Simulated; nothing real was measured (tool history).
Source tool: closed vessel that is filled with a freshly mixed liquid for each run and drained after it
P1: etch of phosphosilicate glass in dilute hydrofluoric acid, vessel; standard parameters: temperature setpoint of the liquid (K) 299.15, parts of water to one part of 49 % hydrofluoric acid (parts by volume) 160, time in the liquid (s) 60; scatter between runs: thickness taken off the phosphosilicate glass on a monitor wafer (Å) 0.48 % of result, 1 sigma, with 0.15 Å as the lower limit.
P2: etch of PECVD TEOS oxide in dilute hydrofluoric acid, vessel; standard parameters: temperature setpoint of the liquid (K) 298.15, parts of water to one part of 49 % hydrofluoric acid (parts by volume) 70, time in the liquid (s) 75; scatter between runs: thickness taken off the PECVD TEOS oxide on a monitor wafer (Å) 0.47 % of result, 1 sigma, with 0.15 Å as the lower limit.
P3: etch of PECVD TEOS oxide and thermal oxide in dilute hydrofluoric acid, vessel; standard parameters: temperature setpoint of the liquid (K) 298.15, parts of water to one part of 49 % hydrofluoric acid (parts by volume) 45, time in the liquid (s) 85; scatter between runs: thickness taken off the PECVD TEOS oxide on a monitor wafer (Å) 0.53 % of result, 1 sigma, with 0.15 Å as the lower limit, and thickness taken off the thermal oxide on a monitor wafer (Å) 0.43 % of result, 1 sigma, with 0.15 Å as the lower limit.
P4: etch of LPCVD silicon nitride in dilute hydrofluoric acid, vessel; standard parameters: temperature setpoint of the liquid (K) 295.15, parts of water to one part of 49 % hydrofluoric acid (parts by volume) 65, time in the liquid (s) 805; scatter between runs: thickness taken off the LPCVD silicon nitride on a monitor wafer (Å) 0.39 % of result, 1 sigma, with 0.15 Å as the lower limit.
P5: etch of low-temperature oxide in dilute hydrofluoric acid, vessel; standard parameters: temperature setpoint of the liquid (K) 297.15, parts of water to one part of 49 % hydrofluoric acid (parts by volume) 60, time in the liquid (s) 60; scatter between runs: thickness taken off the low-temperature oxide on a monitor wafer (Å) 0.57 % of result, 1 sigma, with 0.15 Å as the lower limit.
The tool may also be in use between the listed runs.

run    day  process that ran  temperature setpoint of the liquid (K)  parts of water to one part of 49 % hydrofluoric acid (parts by volume)  time in the liquid (s)  thickness taken off the phosphosilicate glass on a monitor wafer (Å)  thickness taken off the low-temperature oxide on a monitor wafer (Å)  thickness taken off the PECVD TEOS oxide on a monitor wafer (Å)  thickness taken off the thermal oxide on a monitor wafer (Å)  thickness taken off the LPCVD silicon nitride on a monitor wafer (Å)
  1  0.158                P1                                  299.15                                                                     160                      60                                                                740.10
  2  0.254                P5                                  297.15                                                                      85                      60                                                                                                                                      128.48
  3  0.392                P3                                  298.15                                                                      45                      30                                                                                                                                                                                                       102.21                                                        36.619
  4  0.546                P1                                  299.15                                                                     160                      60                                                                740.41
  5  0.700                P4                                  303.15                                                                      65                     805                                                                                                                                                                                                                                                                                                                                          93.1840
  6  0.821                P2                                  298.15                                                                      70                      75                                                                                                                                                                                                       271.40
  7  0.996                P2                                  298.15                                                                     115                      75                                                                                                                                                                                                       155.68
  8  1.162                P3                                  298.15                                                                      70                      85                                                                                                                                                                                                       181.20                                                        64.594
  9  1.321                P4                                  295.15                                                                      25                     805                                                                                                                                                                                                                                                                                                                                         138.2600
 10  1.421                P1                                  299.15                                                                     160                      30                                                                372.57
 11  1.596                P1                                  291.65                                                                     160                      60                                                                553.52
 12  1.800                P1                                  299.15                                                                     240                      60                                                                451.91
 13  1.958                P3                                  294.15                                                                      45                      85                                                                                                                                                                                                       250.68                                                        88.977
 14  2.108                P4                                  295.15                                                                      65                     805                                                                                                                                                                                                                                                                                                                                          54.8410
 15  2.317                P2                                  298.15                                                                      70                     130                                                                                                                                                                                                       471.16
 16  2.533                P1                                  299.15                                                                     160                      60                                                                746.25
 17  2.683                P1                                  299.15                                                                     160                     115                                                               1403.00
 18  2.854                P2                                  305.65                                                                      70                      75                                                                                                                                                                                                       362.67
 19  3.029                P3                                  298.15                                                                      45                      85                                                                                                                                                                                                       294.54                                                       103.490
 20  3.233                P5                                  297.15                                                                      60                      60                                                                                                                                      185.05
 21  3.388                P1                                  299.15                                                                     160                      60                                                                742.57
 22  3.488                P5                                  297.15                                                                      60                      60                                                                                                                                      184.56
 23  3.671                P1                                  299.15                                                                     235                      30                                                                231.13
 24  3.829                P1                                  299.15                                                                      70                      60                                                               1888.50
 25  4.000                P5                                  304.15                                                                      60                      60                                                                                                                                      247.90
 26  4.100                P3                                  298.15                                                                      45                      85                                                                                                                                                                                                       293.29                                                       103.830
 27  4.221                P4                                  295.15                                                                      65                      30                                                                                                                                                                                                                                                                                                                                           1.8394
 28  4.362                P1                                  292.15                                                                      50                      60                                                               2043.40
     4.450  -- thermometer replaced
 29  4.512                P1                                  292.15                                                                     160                      30                                                                282.80
 30  4.654                P5                                  297.15                                                                      60                     110                                                                                                                                      339.14
 31  4.833                P1                                  305.65                                                                     160                      60                                                                937.39
 32  4.979                P1                                  299.15                                                                     160                      60                                                                745.09
 33  5.121                P1                                  299.15                                                                     160                      60                                                                724.49
 34  5.254                P1                                  299.15                                                                     160                      60                                                                711.38
 35  5.442                P1                                  299.15                                                                     160                      60                                                                707.34
 36  5.600                P1                                  299.15                                                                     160                      60                                                                701.21
 37  5.792                P1                                  299.15                                                                     160                      60                                                                695.30
 38  5.958                P1                                  299.15                                                                     160                      60                                                                699.81

The log shows P1 creeping away from where it was. Any of the 2 causes listed here, at the size stated for it, fits the log just as well as the others:
A: liquid colder than its thermometer reads (K) = 1.5
B: hydrofluoric acid flow below the setpoint (%) = 4.59
Onset of the creep was near day 4.979.

Of the 4 check runs listed below, each run on one wafer and each result written as a question mark, which would let you distinguish the listed causes because they would give clearly different results?
check 1  6.125                P5                                  302.65                                                                      60                     105                                                                                                                                           ?
check 2  6.125                P3                                  298.15                                                                      65                      50                                                                                                                                                                                                            ?                                                             ?
check 3  6.125                P2                                  305.65                                                                     110                      75                                                                                                                                                                                                            ?
check 4  6.125                P4                                  301.15                                                                      65                     430                                                                                                                                                                                                                                                                                                                                                ?

Outcome of each check run for each possible cause:
  check                                                                result     if A     if B
check 1  thickness taken off the low-temperature oxide on a monitor wafer (Å)   380.99   383.88
check 2       thickness taken off the PECVD TEOS oxide on a monitor wafer (Å)   109.09   110.15
check 2          thickness taken off the thermal oxide on a monitor wafer (Å)   38.767   39.145
check 3       thickness taken off the PECVD TEOS oxide on a monitor wafer (Å)   206.29   206.31
check 4  thickness taken off the LPCVD silicon nitride on a monitor wafer (Å)  39.6270  41.7140
Separation of the two closest causes in each check, using whichever result separates them best: check 1 0.76 %; check 2 0.97 %; check 3 0.01 %; check 4 5.13 %
The other checks would show nearly matching results whichever cause is true, so check 4 is the only one that separates the causes.

With check 4 done, the readings were: thickness taken off the LPCVD silicon nitride on a monitor wafer (Å) 39.5480. Identify which of the listed causes applies.

The correct cause is A, namely: liquid colder than its thermometer reads (K).
